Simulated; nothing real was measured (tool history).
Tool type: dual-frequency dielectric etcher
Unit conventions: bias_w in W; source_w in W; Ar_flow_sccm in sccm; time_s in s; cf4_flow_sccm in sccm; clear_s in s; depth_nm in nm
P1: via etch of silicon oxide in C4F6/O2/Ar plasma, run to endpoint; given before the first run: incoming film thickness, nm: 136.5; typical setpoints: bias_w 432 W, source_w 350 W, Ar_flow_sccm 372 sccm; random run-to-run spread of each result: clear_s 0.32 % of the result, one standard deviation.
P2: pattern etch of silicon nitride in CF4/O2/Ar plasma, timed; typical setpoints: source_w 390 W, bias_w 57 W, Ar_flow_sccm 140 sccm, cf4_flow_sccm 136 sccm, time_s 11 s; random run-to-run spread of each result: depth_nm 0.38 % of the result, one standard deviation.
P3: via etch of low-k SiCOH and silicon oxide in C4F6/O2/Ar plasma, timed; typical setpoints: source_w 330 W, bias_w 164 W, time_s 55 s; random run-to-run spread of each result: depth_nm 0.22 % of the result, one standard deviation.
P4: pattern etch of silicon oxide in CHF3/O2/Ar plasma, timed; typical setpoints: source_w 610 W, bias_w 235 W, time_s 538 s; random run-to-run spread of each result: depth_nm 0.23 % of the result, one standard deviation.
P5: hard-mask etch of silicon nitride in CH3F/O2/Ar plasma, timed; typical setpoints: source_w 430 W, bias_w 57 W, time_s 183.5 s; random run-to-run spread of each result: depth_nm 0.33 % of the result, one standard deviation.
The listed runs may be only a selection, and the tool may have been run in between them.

| run | day | process | bias_w | source_w | Ar_flow_sccm | time_s | cf4_flow_sccm | clear_s | depth_nm |
|---|---|---|---|---|---|---|---|---|---|
| 1 | 0.233 | P1 | 432 | 350 | 372 |  |  | 34.677 |  |
| 2 | 0.504 | P5 | 57 | 430 |  | 183.5 |  |  | 120.8 |
| 3 | 0.758 | P1 | 432 | 350 | 372 |  |  | 34.891 |  |
| 4 | 0.942 | P3 | 164 | 330 |  | 33 |  |  | 77.762 |
| 5 | 1.212 | P3 | 164 | 330 |  | 55 |  |  | 129.84 |
| 6 | 1.412 | P2 | 36 | 390 | 140 | 11 | 136 |  | 15.208 |
| 7 | 1.567 | P1 | 319 | 470 | 372 |  |  | 34.75 |  |
| 8 | 1.767 | P3 | 164 | 400 |  | 55 |  |  | 139.96 |
| 9 | 1.983 | P1 | 432 | 350 | 245 |  |  | 33.243 |  |
| 10 | 2.192 | P1 | 280 | 350 | 372 |  |  | 40.626 |  |
| 11 | 2.321 | P4 | 146 | 610 |  | 538 |  |  | 991.93 |
| 12 | 2.538 | P1 | 432 | 350 | 372 |  |  | 34.588 |  |
| 13 | 2.754 | P2 | 57 | 390 | 140 | 6 | 136 |  | 9.8771 |
| 14 | 2.954 | P1 | 271 | 350 | 257 |  |  | 39.255 |  |
| 15 | 3.125 | P1 | 432 | 350 | 372 |  |  | 34.606 |  |
| 16 | 3.412 | P1 | 350 | 430 | 372 |  |  | 34.602 |  |
| 17 | 3.588 | P1 | 432 | 480 | 372 |  |  | 30.783 |  |
| 18 | 3.754 | P1 | 432 | 350 | 372 |  |  | 34.573 |  |
| 19 | 3.967 | P3 | 216 | 330 |  | 55 |  |  | 141.42 |
| 20 | 4.129 | P4 | 235 | 370 |  | 538 |  |  | 967.58 |
| 21 | 4.421 | P5 | 57 | 600 |  | 183.5 |  |  | 137.67 |
| 22 | 4.654 | P5 | 57 | 430 |  | 254 |  |  | 168.23 |
| 23 | 4.858 | P2 | 57 | 390 | 97 | 11 | 136 |  | 18.873 |
| 24 | 5.033 | P1 | 609 | 350 | 372 |  |  | 30.353 |  |
| 25 | 5.229 | P1 | 432 | 260 | 372 |  |  | 38.632 |  |
| 26 | 5.404 | P2 | 57 | 390 | 140 | 11 | 109 |  | 17.654 |
| 27 | 5.592 | P4 | 235 | 610 |  | 538 |  |  | 1166.1 |
| 28 | 5.725 | P2 | 57 | 480 | 140 | 11 | 136 |  | 21.677 |
| 29 | 5.879 | P4 | 235 | 610 |  | 538 |  |  | 1166.3 |
| 30 | 6.1 | P4 | 235 | 610 |  | 747 |  |  | 1622.5 |
| 31 | 6.362 | P2 | 57 | 390 | 140 | 11 | 136 |  | 18.091 |
| 32 | 6.608 | P1 | 432 | 350 | 486 |  |  | 35.641 |  |
| 33 | 6.888 | P1 | 432 | 350 | 372 |  |  | 34.505 |  |
| 34 | 7.108 | P5 | 72 | 430 |  | 183.5 |  |  | 130.38 |
| 35 | 7.271 | P1 | 432 | 350 | 372 |  |  | 34.651 |  |
| 36 | 7.446 | P1 | 432 | 350 | 372 |  |  | 34.733 |  |
| 37 | 7.729 | P1 | 432 | 350 | 372 |  |  | 34.381 |  |
| 38 | 7.95 | P1 | 432 | 350 | 372 |  |  | 34.223 |  |
|  | 7.971 | wet clean of the chamber |
| 39 | 8.204 | P1 | 432 | 350 | 372 |  |  | 34.161 |  |
| 40 | 8.454 | P1 | 432 | 350 | 372 |  |  | 34.03 |  |
|  | 8.617 | Ar flow controller replaced |
| 41 | 8.721 | P1 | 432 | 350 | 372 |  |  | 34.322 |  |
| 42 | 8.921 | P1 | 432 | 350 | 372 |  |  | 34.19 |  |
| 43 | 9.154 | P1 | 432 | 350 | 372 |  |  | 34.433 |  |

The log shows P1 creeping away from where it was. Any of the 2 causes listed here, at the size stated for it, fits the log just as well as the others:
A: source power that arrives over what is set, % = 4.35
B: bias power that arrives over what is set, % = 4.36
The creep began at about day 7.271.
Excluded causes, each with its reason:
chamber walls in a state that raises the etch rate, %: was serviced at day 7.971, once the creep was under way, yet the earlier output never came back
Ar flow that arrives under what is set, %: was serviced at day 8.617, once the creep was under way, yet the earlier output never came back

Of the 4 check runs below, each run on 2 wafers with the results averaged and each result still a question mark, which one would tell the listed causes apart?
| check 1 | 9.388 | P2 | 49 | 460 | 140 | 11 | 136 |  | ? |
| check 2 | 9.388 | P5 | 57 | 580 |  | 183.5 |  |  | ? |
| check 3 | 9.388 | P3 | 203 | 330 |  | 55 |  |  | ? |
| check 4 | 9.388 | P4 | 235 | 480 |  | 538 |  |  | ? |

If the cause were each of the candidates in turn, the checks would give the following:
| check | result | if A | if B |
|---|---|---|---|
| check 1 | depth_nm | 20.466 | 20.041 |
| check 2 | depth_nm | 138.31 | 137.88 |
| check 3 | depth_nm | 141.39 | 141.06 |
| check 4 | depth_nm | 1082.5 | 1081.9 |
Smallest distance between any two causes, each pair judged by its most separating result, in per cent: check 1 2.1 %; check 2 0.31 %; check 3 0.23 %; check 4 0.06 %
Of the check runs offered, only check 1 discriminates between the causes; the rest would read about the same regardless of which cause applies.

Then check 1 was run and gave: depth_nm 20.05 nm. Which cause is it?

The cause is B: bias power that arrives over what is set, %.

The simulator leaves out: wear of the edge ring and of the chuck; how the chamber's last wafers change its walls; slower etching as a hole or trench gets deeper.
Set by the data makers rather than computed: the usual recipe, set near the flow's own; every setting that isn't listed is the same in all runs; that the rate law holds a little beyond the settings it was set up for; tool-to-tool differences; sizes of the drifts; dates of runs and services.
